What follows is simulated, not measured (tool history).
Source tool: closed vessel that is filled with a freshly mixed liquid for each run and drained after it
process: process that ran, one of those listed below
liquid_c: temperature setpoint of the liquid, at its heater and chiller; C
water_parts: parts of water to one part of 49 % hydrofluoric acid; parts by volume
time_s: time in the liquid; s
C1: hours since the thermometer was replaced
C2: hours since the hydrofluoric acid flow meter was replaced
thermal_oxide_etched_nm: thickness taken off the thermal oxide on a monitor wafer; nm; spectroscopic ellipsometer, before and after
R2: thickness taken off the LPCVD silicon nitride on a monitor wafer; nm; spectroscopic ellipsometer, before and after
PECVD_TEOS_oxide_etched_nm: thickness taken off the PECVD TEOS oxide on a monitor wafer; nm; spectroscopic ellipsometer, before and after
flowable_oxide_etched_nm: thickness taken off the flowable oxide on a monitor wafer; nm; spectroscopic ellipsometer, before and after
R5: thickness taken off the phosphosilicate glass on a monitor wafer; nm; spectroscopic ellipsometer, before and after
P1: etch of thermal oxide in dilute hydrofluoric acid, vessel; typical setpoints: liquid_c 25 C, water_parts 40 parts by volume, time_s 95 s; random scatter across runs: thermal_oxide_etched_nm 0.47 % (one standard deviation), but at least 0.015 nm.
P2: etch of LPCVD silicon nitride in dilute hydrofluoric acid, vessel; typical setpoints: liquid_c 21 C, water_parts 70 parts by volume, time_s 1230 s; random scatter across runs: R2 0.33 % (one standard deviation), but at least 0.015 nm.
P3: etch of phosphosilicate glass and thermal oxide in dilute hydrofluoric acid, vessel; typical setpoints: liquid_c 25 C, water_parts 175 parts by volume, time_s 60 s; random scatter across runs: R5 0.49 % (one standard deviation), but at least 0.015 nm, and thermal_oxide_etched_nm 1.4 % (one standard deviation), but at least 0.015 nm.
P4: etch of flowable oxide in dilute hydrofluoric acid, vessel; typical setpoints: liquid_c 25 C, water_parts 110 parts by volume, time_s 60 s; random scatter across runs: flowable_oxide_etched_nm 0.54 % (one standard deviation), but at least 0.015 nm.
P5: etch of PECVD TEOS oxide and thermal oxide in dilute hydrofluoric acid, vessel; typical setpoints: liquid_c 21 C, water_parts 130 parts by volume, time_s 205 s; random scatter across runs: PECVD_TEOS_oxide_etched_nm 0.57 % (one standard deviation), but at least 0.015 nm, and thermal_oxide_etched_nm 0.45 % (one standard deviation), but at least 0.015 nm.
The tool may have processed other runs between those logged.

Run 1, hour 12.6: process P1, liquid_c 25 C, water_parts 40 parts by volume, time_s 95 s; C1 624.4; C2 229.7. Result: thermal_oxide_etched_nm 12.292 nm.
Run 2, hour 24.4: process P2, liquid_c 21 C, water_parts 20 parts by volume, time_s 1230 s; C1 636.2; C2 241.5. Result: R2 25.395 nm.
Run 3, hour 38.9: process P1, liquid_c 25 C, water_parts 40 parts by volume, time_s 95 s; C1 650.7; C2 256. Result: thermal_oxide_etched_nm 12.416 nm.
Run 4, hour 48.4: process P1, liquid_c 29.5 C, water_parts 40 parts by volume, time_s 95 s; C1 660.2; C2 265.5. Result: thermal_oxide_etched_nm 14.729 nm.
Run 5, hour 63.1: process P5, liquid_c 17 C, water_parts 130 parts by volume, time_s 205 s; C1 674.9; C2 280.2. Result: thermal_oxide_etched_nm 5.4337 nm, PECVD_TEOS_oxide_etched_nm 11.931 nm.
Run 6, hour 72.5: process P4, liquid_c 25 C, water_parts 110 parts by volume, time_s 95 s; C1 684.3; C2 289.6. Result: flowable_oxide_etched_nm 49.044 nm.
Run 7, hour 80.9: process P1, liquid_c 25 C, water_parts 40 parts by volume, time_s 95 s; C1 692.7; C2 298. Result: thermal_oxide_etched_nm 12.433 nm.
Run 8, hour 94.1: process P1, liquid_c 31.5 C, water_parts 25 parts by volume, time_s 95 s; C1 705.9; C2 311.2. Result: thermal_oxide_etched_nm 26.412 nm.
Run 9, hour 104.4: process P1, liquid_c 19 C, water_parts 40 parts by volume, time_s 95 s; C1 716.2; C2 321.5. Result: thermal_oxide_etched_nm 9.5453 nm.
Run 10, hour 111.7: process P3, liquid_c 25 C, water_parts 175 parts by volume, time_s 30 s; C1 723.5; C2 328.8. Result: thermal_oxide_etched_nm 0.82078 nm, R5 26.023 nm.
Run 11, hour 124.3: process P2, liquid_c 21 C, water_parts 70 parts by volume, time_s 1230 s; C1 736.1; C2 341.4. Result: R2 7.5362 nm.
Run 12, hour 133.8: process P1, liquid_c 25 C, water_parts 70 parts by volume, time_s 95 s; C1 745.6; C2 350.9. Result: thermal_oxide_etched_nm 6.7709 nm.
Run 13, hour 144.4: process P3, liquid_c 25 C, water_parts 30 parts by volume, time_s 60 s; C1 756.2; C2 361.5. Result: thermal_oxide_etched_nm 10.748 nm, R5 362.08 nm.
Run 14, hour 157.8: process P5, liquid_c 21 C, water_parts 130 parts by volume, time_s 205 s; C1 769.6; C2 374.9. Result: thermal_oxide_etched_nm 6.4246 nm, PECVD_TEOS_oxide_etched_nm 14.212 nm.
Run 15, hour 171.7: process P4, liquid_c 25 C, water_parts 110 parts by volume, time_s 60 s; C1 783.5; C2 388.8. Result: flowable_oxide_etched_nm 31.352 nm.
Run 16, hour 180.3: process P2, liquid_c 17 C, water_parts 70 parts by volume, time_s 1230 s; C1 792.1; C2 397.4. Result: R2 5.7246 nm.
Run 17, hour 189.9: process P5, liquid_c 21 C, water_parts 130 parts by volume, time_s 325 s; C1 801.7; C2 407. Result: thermal_oxide_etched_nm 10.125 nm, PECVD_TEOS_oxide_etched_nm 22.51 nm.
Run 18, hour 204.4: process P1, liquid_c 25 C, water_parts 40 parts by volume, time_s 140 s; C1 816.2; C2 421.5. Result: thermal_oxide_etched_nm 18.079 nm.
Run 19, hour 213: process P1, liquid_c 25 C, water_parts 20 parts by volume, time_s 95 s; C1 824.8; C2 430.1. Result: thermal_oxide_etched_nm 25.265 nm.
At hour 224.6: thermometer replaced.
Run 20, hour 225.6: process P5, liquid_c 21 C, water_parts 25 parts by volume, time_s 205 s; C1 1.1; C2 442.7. Result: thermal_oxide_etched_nm 37.813 nm, PECVD_TEOS_oxide_etched_nm 83.906 nm.
Run 21, hour 232.8: process P3, liquid_c 25 C, water_parts 175 parts by volume, time_s 60 s; C1 8.3; C2 449.9. Result: thermal_oxide_etched_nm 1.5266 nm, R5 51.706 nm.
Run 22, hour 242.7: process P5, liquid_c 21 C, water_parts 130 parts by volume, time_s 205 s; C1 18.2; C2 459.8. Result: thermal_oxide_etched_nm 6.3877 nm, PECVD_TEOS_oxide_etched_nm 14.138 nm.
Run 23, hour 255.2: process P4, liquid_c 20.5 C, water_parts 110 parts by volume, time_s 60 s; C1 30.7; C2 472.3. Result: flowable_oxide_etched_nm 25.865 nm.
Run 24, hour 266.8: process P2, liquid_c 21 C, water_parts 70 parts by volume, time_s 2420 s; C1 42.3; C2 483.9. Result: R2 14.951 nm.

Run 25 comes next. What will it give?
Run 25, hour 278.3: process P2, liquid_c 21 C, water_parts 70 parts by volume, time_s 1230 s; C1 53.8; C2 495.4. Result: R2 ?.

Run 25 produced R2 7.5934 nm.
